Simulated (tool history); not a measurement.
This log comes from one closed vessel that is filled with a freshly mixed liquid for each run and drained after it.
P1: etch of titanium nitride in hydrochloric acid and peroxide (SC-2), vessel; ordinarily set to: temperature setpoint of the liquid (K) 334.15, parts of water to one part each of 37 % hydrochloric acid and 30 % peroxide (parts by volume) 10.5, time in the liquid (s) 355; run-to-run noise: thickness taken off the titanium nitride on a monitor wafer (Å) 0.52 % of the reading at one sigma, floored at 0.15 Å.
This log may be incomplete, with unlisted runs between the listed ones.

run	hour	temperature setpoint of the liquid (K)	parts of water to one part each of 37 % hydrochloric acid and 30 % peroxide (parts by volume)	time in the liquid (s)	hours since the thermometer was replaced	hours since the chemicals flow meter was replaced	hours since the drum of peroxide was connected	thickness taken off the titanium nitride on a monitor wafer (Å)
1	6.7	334.15	10.5	355	165.3	300.1	216.0	280.620
2	16.6	334.15	10.5	140	175.2	310.0	225.9	111.120
3	22.5	334.15	10.5	355	181.1	315.9	231.8	278.780
4	29.9	345.15	6.5	355	188.5	323.3	239.2	804.120
5	43.0	334.15	14.0	140	201.6	336.4	252.3	86.871
6	50.9	334.15	10.5	685	209.5	344.3	260.2	545.310
# hour 60.6: chemicals flow meter replaced
7	61.0	334.15	16.0	110	219.6	0.4	270.3	59.833
8	73.9	334.15	10.5	355	232.5	13.3	283.2	280.400
9	85.9	334.15	4.0	355	244.5	25.3	295.2	587.530
# hour 92.7: new drum of peroxide connected
10	97.9	317.65	10.5	355	256.5	37.3	5.2	95.203
11	108.7	334.15	18.0	355	267.3	48.1	16.0	176.730
12	120.7	342.65	10.5	355	279.3	60.1	28.0	471.890
13	127.9	334.15	10.5	355	286.5	67.3	35.2	281.250
14	134.4	334.15	10.5	355	293.0	73.8	41.7	282.160
15	145.3	334.15	10.5	355	303.9	84.7	52.6	281.460
16	156.2	334.15	10.5	355	314.8	95.6	63.5	280.900
17	164.9	334.15	10.5	355	323.5	104.3	72.2	291.310
18	171.0	334.15	10.5	355	329.6	110.4	78.3	296.120
19	181.0	334.15	10.5	355	339.6	120.4	88.3	301.430
20	191.4	334.15	10.5	355	350.0	130.8	98.7	308.210
21	197.6	334.15	10.5	355	356.2	137.0	104.9	306.190
22	207.1	334.15	10.5	355	365.7	146.5	114.4	305.430
23	217.6	334.15	10.5	355	376.2	157.0	124.9	307.310
24	225.9	334.15	10.5	355	384.5	165.3	133.2	309.190
25	237.8	334.15	10.5	355	396.4	177.2	145.1	309.200

P1 has crept away from where it was. The log is fitted equally well by each of these 2 causes, at the sizes shown:
A: liquid hotter than its thermometer reads (K) = 1.48
B: chemicals flow above the setpoint (%) = 11.6
The creep began at about hour 156.2.
What rules out each remaining cause:
peroxide weaker than its label (%): at most 8, giving a -7.4 % change in thickness taken off the titanium nitride on a monitor wafer (Å): too small, or against the direction of the creep

You are offered 4 check runs, listed below with question marks in place of their results; each one averages 5 wafers. Which run separates the listed causes by giving clearly different results for each?
check 1	249.7	334.15	16.0	650				?
check 2	249.7	334.15	4.0	495				?
check 3	249.7	321.15	16.5	355				?
check 4	249.7	321.65	17.0	355				?

Check results expected under each cause:
check	result	if A	if B
check 1	thickness taken off the titanium nitride on a monitor wafer (Å)	392.150	394.140
check 2	thickness taken off the titanium nitride on a monitor wafer (Å)	895.910	878.150
check 3	thickness taken off the titanium nitride on a monitor wafer (Å)	90.332	90.136
check 4	thickness taken off the titanium nitride on a monitor wafer (Å)	90.941	90.802
Distance between the nearest two causes, measured in the result of the check that separates them most: check 1 0.51 %; check 2 2 %; check 3 0.22 %; check 4 0.15 %
Check 2 distinguishes between the causes, while the remaining checks would return nearly the same result for all of them.

Check 2 has now been run. It gave: thickness taken off the titanium nitride on a monitor wafer (Å) 879.360. Which of the candidate causes is it?

It is B: chemicals flow above the setpoint (%).
